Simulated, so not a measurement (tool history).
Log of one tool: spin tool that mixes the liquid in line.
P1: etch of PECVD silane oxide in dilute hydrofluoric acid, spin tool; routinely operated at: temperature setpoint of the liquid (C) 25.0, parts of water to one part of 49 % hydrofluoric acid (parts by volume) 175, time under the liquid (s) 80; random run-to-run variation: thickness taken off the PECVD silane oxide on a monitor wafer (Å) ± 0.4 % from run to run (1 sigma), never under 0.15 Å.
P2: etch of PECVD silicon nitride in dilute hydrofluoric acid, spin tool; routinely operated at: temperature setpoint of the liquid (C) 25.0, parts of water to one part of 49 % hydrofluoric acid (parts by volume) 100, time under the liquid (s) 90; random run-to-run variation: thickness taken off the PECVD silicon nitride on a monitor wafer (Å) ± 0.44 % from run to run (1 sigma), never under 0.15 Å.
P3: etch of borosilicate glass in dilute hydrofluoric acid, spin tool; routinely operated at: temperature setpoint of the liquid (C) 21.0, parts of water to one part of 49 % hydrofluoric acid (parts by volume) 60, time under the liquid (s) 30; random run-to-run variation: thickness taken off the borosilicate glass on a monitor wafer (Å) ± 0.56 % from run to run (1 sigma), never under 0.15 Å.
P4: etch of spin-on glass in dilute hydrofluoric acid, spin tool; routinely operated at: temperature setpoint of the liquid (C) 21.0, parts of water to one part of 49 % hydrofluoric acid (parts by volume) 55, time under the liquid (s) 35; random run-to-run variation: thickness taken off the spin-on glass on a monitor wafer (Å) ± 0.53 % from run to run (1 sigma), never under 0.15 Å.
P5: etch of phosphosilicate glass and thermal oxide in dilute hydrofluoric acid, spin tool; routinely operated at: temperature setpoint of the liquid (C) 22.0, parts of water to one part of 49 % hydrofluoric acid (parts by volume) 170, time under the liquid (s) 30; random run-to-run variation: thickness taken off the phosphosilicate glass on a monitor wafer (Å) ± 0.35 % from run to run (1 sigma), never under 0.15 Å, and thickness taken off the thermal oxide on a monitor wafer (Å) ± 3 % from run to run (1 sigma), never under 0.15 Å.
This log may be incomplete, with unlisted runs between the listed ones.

| run | hour | process that ran | temperature setpoint of the liquid (C) | parts of water to one part of 49 % hydrofluoric acid (parts by volume) | time under the liquid (s) | hours since the thermometer was replaced | hours since the hydrofluoric acid flow meter was replaced | thickness taken off the PECVD silane oxide on a monitor wafer (Å) | thickness taken off the borosilicate glass on a monitor wafer (Å) | thickness taken off the spin-on glass on a monitor wafer (Å) | thickness taken off the phosphosilicate glass on a monitor wafer (Å) | thickness taken off the thermal oxide on a monitor wafer (Å) | thickness taken off the PECVD silicon nitride on a monitor wafer (Å) |
|---|---|---|---|---|---|---|---|---|---|---|---|---|---|
| 1 | 14.4 | P1 | 25.0 | 175 | 80 | 471.7 | 398.3 | 74.099 |  |  |  |  |  |
| 2 | 25.2 | P3 | 21.0 | 60 | 65 | 482.5 | 409.1 |  | 558.85 |  |  |  |  |
| 3 | 36.4 | P4 | 21.0 | 55 | 35 | 493.7 | 420.3 |  |  | 407.44 |  |  |  |
| 4 | 44.1 | P1 | 25.0 | 265 | 80 | 501.4 | 428.0 | 44.642 |  |  |  |  |  |
| 5 | 51.5 | P1 | 30.5 | 175 | 80 | 508.8 | 435.4 | 90.993 |  |  |  |  |  |
| 6 | 65.7 | P1 | 25.0 | 80 | 80 | 523.0 | 449.6 | 182.770 |  |  |  |  |  |
| 7 | 78.5 | P5 | 27.0 | 170 | 30 | 535.8 | 462.4 |  |  |  | 109.830 | 10.0330 |  |
| 8 | 87.9 | P2 | 17.0 | 100 | 90 | 545.2 | 471.8 |  |  |  |  |  | 31.616 |
| 9 | 98.5 | P1 | 25.0 | 175 | 30 | 555.8 | 482.4 | 27.729 |  |  |  |  |  |
| 10 | 112.5 | P3 | 21.0 | 100 | 30 | 569.8 | 496.4 |  | 148.78 |  |  |  |  |
| 11 | 122.0 | P1 | 25.0 | 175 | 80 | 579.3 | 505.9 | 74.728 |  |  |  |  |  |
| 12 | 130.9 | P3 | 21.0 | 60 | 30 | 588.2 | 514.8 |  | 257.76 |  |  |  |  |
| 13 | 144.6 | P1 | 18.0 | 175 | 80 | 601.9 | 528.5 | 56.499 |  |  |  |  |  |
| 14 | 158.2 | P2 | 25.0 | 100 | 180 | 615.5 | 542.1 |  |  |  |  |  | 107.570 |
| 15 | 169.8 | P4 | 21.0 | 105 | 35 | 627.1 | 553.7 |  |  | 198.66 |  |  |  |
|  | 173.9 | thermometer replaced |
| 16 | 179.3 | P5 | 22.0 | 270 | 30 | 5.5 | 563.2 |  |  |  | 51.719 | 4.4089 |  |
| 17 | 191.4 | P2 | 25.0 | 100 | 90 | 17.6 | 575.3 |  |  |  |  |  | 53.328 |
| 18 | 198.8 | P1 | 29.0 | 175 | 40 | 25.0 | 582.7 | 43.536 |  |  |  |  |  |
| 19 | 205.7 | P1 | 25.0 | 175 | 80 | 31.9 | 589.6 | 74.190 |  |  |  |  |  |
| 20 | 217.4 | P1 | 25.0 | 175 | 80 | 43.6 | 601.3 | 74.303 |  |  |  |  |  |
| 21 | 228.6 | P1 | 25.0 | 175 | 165 | 54.8 | 612.5 | 153.430 |  |  |  |  |  |
| 22 | 242.1 | P3 | 21.0 | 60 | 30 | 68.3 | 626.0 |  | 254.91 |  |  |  |  |
| 23 | 255.0 | P2 | 25.0 | 100 | 90 | 81.2 | 638.9 |  |  |  |  |  | 54.004 |
| 24 | 267.5 | P4 | 21.0 | 55 | 15 | 93.7 | 651.4 |  |  | 176.35 |  |  |  |
| 25 | 274.7 | P5 | 22.0 | 170 | 30 | 100.9 | 658.6 |  |  |  | 89.834 | 7.4346 |  |
|  | 278.6 | hydrofluoric acid flow meter replaced |
| 26 | 288.9 | P5 | 22.0 | 170 | 30 | 115.1 | 10.4 |  |  |  | 90.462 | 7.9679 |  |
| 27 | 298.2 | P4 | 26.0 | 55 | 35 | 124.4 | 19.7 |  |  | 499.14 |  |  |  |
| 28 | 307.4 | P4 | 21.0 | 55 | 35 | 133.6 | 28.9 |  |  | 402.05 |  |  |  |
| 29 | 319.4 | P2 | 25.0 | 165 | 90 | 145.6 | 40.9 |  |  |  |  |  | 32.820 |
| 30 | 329.0 | P3 | 27.0 | 60 | 30 | 155.2 | 50.5 |  | 331.35 |  |  |  |  |
| 31 | 341.1 | P5 | 22.0 | 170 | 15 | 167.3 | 62.6 |  |  |  | 44.860 | 3.8829 |  |
| 32 | 354.4 | P1 | 25.0 | 175 | 80 | 180.6 | 75.9 | 73.753 |  |  |  |  |  |
| 33 | 366.9 | P1 | 25.0 | 175 | 80 | 193.1 | 88.4 | 72.484 |  |  |  |  |  |
| 34 | 375.5 | P1 | 25.0 | 175 | 80 | 201.7 | 97.0 | 71.249 |  |  |  |  |  |
| 35 | 383.2 | P1 | 25.0 | 175 | 80 | 209.4 | 104.7 | 70.375 |  |  |  |  |  |

What does the tool deliver on the next run?
| 36 | 391.2 | P1 | 25.0 | 175 | 80 | 217.4 | 112.7 | ? |  |  |  |  |  |

{"run 36": {"thickness taken off the PECVD silane oxide on a monitor wafer (Å)": 70.273}}

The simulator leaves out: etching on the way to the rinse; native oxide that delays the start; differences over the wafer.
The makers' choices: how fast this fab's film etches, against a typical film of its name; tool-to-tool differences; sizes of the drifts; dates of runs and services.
